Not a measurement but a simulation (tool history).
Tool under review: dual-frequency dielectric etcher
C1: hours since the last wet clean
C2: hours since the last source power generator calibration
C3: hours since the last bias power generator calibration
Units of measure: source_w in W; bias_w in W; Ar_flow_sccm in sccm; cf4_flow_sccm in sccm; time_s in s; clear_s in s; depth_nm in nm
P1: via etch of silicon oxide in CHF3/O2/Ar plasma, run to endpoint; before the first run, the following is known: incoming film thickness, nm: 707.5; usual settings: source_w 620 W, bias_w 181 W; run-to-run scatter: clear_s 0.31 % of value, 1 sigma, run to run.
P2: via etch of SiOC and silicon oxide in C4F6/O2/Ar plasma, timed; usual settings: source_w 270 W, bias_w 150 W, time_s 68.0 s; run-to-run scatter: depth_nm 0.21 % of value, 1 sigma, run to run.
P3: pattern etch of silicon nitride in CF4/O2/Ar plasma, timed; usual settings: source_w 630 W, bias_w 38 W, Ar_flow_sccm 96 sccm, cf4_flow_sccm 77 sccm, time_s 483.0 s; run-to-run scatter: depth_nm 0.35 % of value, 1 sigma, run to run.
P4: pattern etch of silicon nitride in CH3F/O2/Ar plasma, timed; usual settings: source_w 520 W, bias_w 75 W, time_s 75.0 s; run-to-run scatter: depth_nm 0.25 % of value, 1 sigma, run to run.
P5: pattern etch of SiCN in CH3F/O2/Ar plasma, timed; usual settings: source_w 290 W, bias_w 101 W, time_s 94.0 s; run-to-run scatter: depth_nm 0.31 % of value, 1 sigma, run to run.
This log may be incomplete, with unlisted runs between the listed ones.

{"run": 1, "hour": 3.8, "process": "P1", "source_w": 620, "bias_w": 181, "C1": 217.4, "C2": 700.4, "C3": 2274.3, "clear_s": 363.01}
{"run": 2, "hour": 9.9, "process": "P1", "source_w": 620, "bias_w": 181, "C1": 223.5, "C2": 706.5, "C3": 2280.4, "clear_s": 363.36}
{"run": 3, "hour": 16.0, "process": "P3", "source_w": 630, "bias_w": 38, "Ar_flow_sccm": 96, "cf4_flow_sccm": 77, "time_s": 483.0, "C1": 229.6, "C2": 712.6, "C3": 2286.5, "depth_nm": 971.71}
{"run": 4, "hour": 22.3, "process": "P3", "source_w": 630, "bias_w": 38, "Ar_flow_sccm": 96, "cf4_flow_sccm": 77, "time_s": 686.5, "C1": 235.9, "C2": 718.9, "C3": 2292.8, "depth_nm": 1393.2}
{"run": 5, "hour": 26.3, "process": "P1", "source_w": 820, "bias_w": 181, "C1": 239.9, "C2": 722.9, "C3": 2296.8, "clear_s": 326.94}
{"hour": 28.7, "done": "wet clean of the chamber"}
{"run": 6, "hour": 31.0, "process": "P3", "source_w": 860, "bias_w": 38, "Ar_flow_sccm": 96, "cf4_flow_sccm": 77, "time_s": 483.0, "C1": 2.3, "C2": 727.6, "C3": 2301.5, "depth_nm": 1286.7}
{"run": 7, "hour": 37.7, "process": "P1", "source_w": 740, "bias_w": 117, "C1": 9.0, "C2": 734.3, "C3": 2308.2, "clear_s": 389.86}
{"run": 8, "hour": 42.7, "process": "P3", "source_w": 630, "bias_w": 38, "Ar_flow_sccm": 96, "cf4_flow_sccm": 58, "time_s": 483.0, "C1": 14.0, "C2": 739.3, "C3": 2313.2, "depth_nm": 939.05}
{"run": 9, "hour": 46.2, "process": "P4", "source_w": 520, "bias_w": 43, "time_s": 75.0, "C1": 17.5, "C2": 742.8, "C3": 2316.7, "depth_nm": 48.954}
{"run": 10, "hour": 50.1, "process": "P1", "source_w": 830, "bias_w": 122, "C1": 21.4, "C2": 746.7, "C3": 2320.6, "clear_s": 369.71}
{"run": 11, "hour": 55.5, "process": "P1", "source_w": 620, "bias_w": 181, "C1": 26.8, "C2": 752.1, "C3": 2326.0, "clear_s": 361.96}
{"run": 12, "hour": 61.1, "process": "P2", "source_w": 330, "bias_w": 150, "time_s": 68.0, "C1": 32.4, "C2": 757.7, "C3": 2331.6, "depth_nm": 65.984}
{"run": 13, "hour": 64.6, "process": "P5", "source_w": 290, "bias_w": 137, "time_s": 94.0, "C1": 35.9, "C2": 761.2, "C3": 2335.1, "depth_nm": 39.505}
{"run": 14, "hour": 72.0, "process": "P1", "source_w": 620, "bias_w": 181, "C1": 43.3, "C2": 768.6, "C3": 2342.5, "clear_s": 363.3}
{"run": 15, "hour": 79.0, "process": "P5", "source_w": 290, "bias_w": 101, "time_s": 94.0, "C1": 50.3, "C2": 775.6, "C3": 2349.5, "depth_nm": 34.996}
{"run": 16, "hour": 85.5, "process": "P2", "source_w": 270, "bias_w": 193, "time_s": 68.0, "C1": 56.8, "C2": 782.1, "C3": 2356.0, "depth_nm": 66.245}
{"run": 17, "hour": 92.4, "process": "P3", "source_w": 630, "bias_w": 38, "Ar_flow_sccm": 65, "cf4_flow_sccm": 77, "time_s": 483.0, "C1": 63.7, "C2": 789.0, "C3": 2362.9, "depth_nm": 1034.5}
{"run": 18, "hour": 97.8, "process": "P5", "source_w": 290, "bias_w": 101, "time_s": 94.0, "C1": 69.1, "C2": 794.4, "C3": 2368.3, "depth_nm": 34.779}
{"run": 19, "hour": 104.0, "process": "P4", "source_w": 520, "bias_w": 75, "time_s": 43.5, "C1": 75.3, "C2": 800.6, "C3": 2374.5, "depth_nm": 33.762}
{"run": 20, "hour": 109.2, "process": "P2", "source_w": 270, "bias_w": 150, "time_s": 53.0, "C1": 80.5, "C2": 805.8, "C3": 2379.7, "depth_nm": 47.742}
{"run": 21, "hour": 115.4, "process": "P4", "source_w": 520, "bias_w": 75, "time_s": 75.0, "C1": 86.7, "C2": 812.0, "C3": 2385.9, "depth_nm": 58.445}
{"run": 22, "hour": 120.1, "process": "P2", "source_w": 270, "bias_w": 150, "time_s": 68.0, "C1": 91.4, "C2": 816.7, "C3": 2390.6, "depth_nm": 61.037}
{"run": 23, "hour": 126.9, "process": "P1", "source_w": 620, "bias_w": 244, "C1": 98.2, "C2": 823.5, "C3": 2397.4, "clear_s": 327.88}
{"run": 24, "hour": 130.2, "process": "P3", "source_w": 630, "bias_w": 24, "Ar_flow_sccm": 96, "cf4_flow_sccm": 77, "time_s": 483.0, "C1": 101.5, "C2": 826.8, "C3": 2400.7, "depth_nm": 844.54}
{"run": 25, "hour": 134.8, "process": "P3", "source_w": 630, "bias_w": 38, "Ar_flow_sccm": 96, "cf4_flow_sccm": 77, "time_s": 483.0, "C1": 106.1, "C2": 831.4, "C3": 2405.3, "depth_nm": 976.91}
{"run": 26, "hour": 140.1, "process": "P4", "source_w": 310, "bias_w": 75, "time_s": 75.0, "C1": 111.4, "C2": 836.7, "C3": 2410.6, "depth_nm": 48.031}
{"run": 27, "hour": 145.0, "process": "P1", "source_w": 620, "bias_w": 142, "C1": 116.3, "C2": 841.6, "C3": 2415.5, "clear_s": 395.99}
{"run": 28, "hour": 149.4, "process": "P2", "source_w": 270, "bias_w": 150, "time_s": 68.0, "C1": 120.7, "C2": 846.0, "C3": 2419.9, "depth_nm": 61.152}
{"run": 29, "hour": 154.1, "process": "P5", "source_w": 290, "bias_w": 101, "time_s": 136.5, "C1": 125.4, "C2": 850.7, "C3": 2424.6, "depth_nm": 50.598}
{"run": 30, "hour": 157.5, "process": "P1", "source_w": 500, "bias_w": 181, "C1": 128.8, "C2": 854.1, "C3": 2428.0, "clear_s": 394.49}
{"run": 31, "hour": 161.0, "process": "P5", "source_w": 230, "bias_w": 101, "time_s": 94.0, "C1": 132.3, "C2": 857.6, "C3": 2431.5, "depth_nm": 31.958}
{"run": 32, "hour": 167.4, "process": "P1", "source_w": 620, "bias_w": 181, "C1": 138.7, "C2": 864.0, "C3": 2437.9, "clear_s": 365.82}
{"run": 33, "hour": 173.4, "process": "P1", "source_w": 620, "bias_w": 181, "C1": 144.7, "C2": 870.0, "C3": 2443.9, "clear_s": 364.86}
{"run": 34, "hour": 178.6, "process": "P1", "source_w": 620, "bias_w": 181, "C1": 149.9, "C2": 875.2, "C3": 2449.1, "clear_s": 368.54}
{"run": 35, "hour": 185.6, "process": "P1", "source_w": 620, "bias_w": 181, "C1": 156.9, "C2": 882.2, "C3": 2456.1, "clear_s": 368.14}
{"hour": 186.0, "done": "wet clean of the chamber"}
{"run": 36, "hour": 191.4, "process": "P1", "source_w": 620, "bias_w": 181, "C1": 5.5, "C2": 888.0, "C3": 2461.9, "clear_s": 368.53}
{"run": 37, "hour": 196.3, "process": "P1", "source_w": 620, "bias_w": 181, "C1": 10.4, "C2": 892.9, "C3": 2466.8, "clear_s": 369.33}
{"run": 38, "hour": 201.7, "process": "P1", "source_w": 620, "bias_w": 181, "C1": 15.8, "C2": 898.3, "C3": 2472.2, "clear_s": 370.01}
{"run": 39, "hour": 206.8, "process": "P1", "source_w": 620, "bias_w": 181, "C1": 20.9, "C2": 903.4, "C3": 2477.3, "clear_s": 370.42}
{"run": 40, "hour": 212.9, "process": "P1", "source_w": 620, "bias_w": 181, "C1": 27.0, "C2": 909.5, "C3": 2483.4, "clear_s": 370.53}
{"run": 41, "hour": 217.1, "process": "P1", "source_w": 620, "bias_w": 181, "C1": 31.2, "C2": 913.7, "C3": 2487.6, "clear_s": 370.71}

What P1 gives has crept away from where it was. These 2 causes fit the log equally well, each at the size given:
A: source power that arrives under what is set, % = 3.98
B: bias power that arrives under what is set, % = 4.54
The onset of the drift is placed at about hour 167.4.
Why every other cause is out:
chamber walls in a state that lowers the etch rate, %: serviced at hour 186.0, after the drift had started, without restoring the earlier output

The 4 check runs listed below each average the results of 2 wafers, and their outcomes are marked with question marks. Under which run would the listed causes produce clearly different results?
{"run": "check 1", "hour": 221.3, "process": "P5", "source_w": 240, "bias_w": 132, "time_s": 94.0, "depth_nm": "?"}
{"run": "check 2", "hour": 221.3, "process": "P4", "source_w": 380, "bias_w": 54, "time_s": 75.0, "depth_nm": "?"}
{"run": "check 3", "hour": 221.3, "process": "P2", "source_w": 320, "bias_w": 150, "time_s": 68.0, "depth_nm": "?"}
{"run": "check 4", "hour": 221.3, "process": "P3", "source_w": 630, "bias_w": 29, "Ar_flow_sccm": 96, "cf4_flow_sccm": 77, "time_s": 483.0, "depth_nm": "?"}

Expected result of each check under each candidate cause:
check=check_1 result=depth_nm if_A=35.630 if_B=35.484
check=check_2 result=depth_nm if_A=45.731 if_B=45.770
check=check_3 result=depth_nm if_A=64.218 if_B=64.300
check=check_4 result=depth_nm if_A=861.430 if_B=879.420
Per-check spread between the two closest causes, in the result where they differ most: check 1 0.41 %; check 2 0.09 %; check 3 0.13 %; check 4 2.07 %
Only check 4 tells the causes apart: in the others they would give nearly the same result.

Then check 4 was run and gave: depth_nm 859.870 nm. Which cause is it?

The cause is A: source power that arrives under what is set, %.
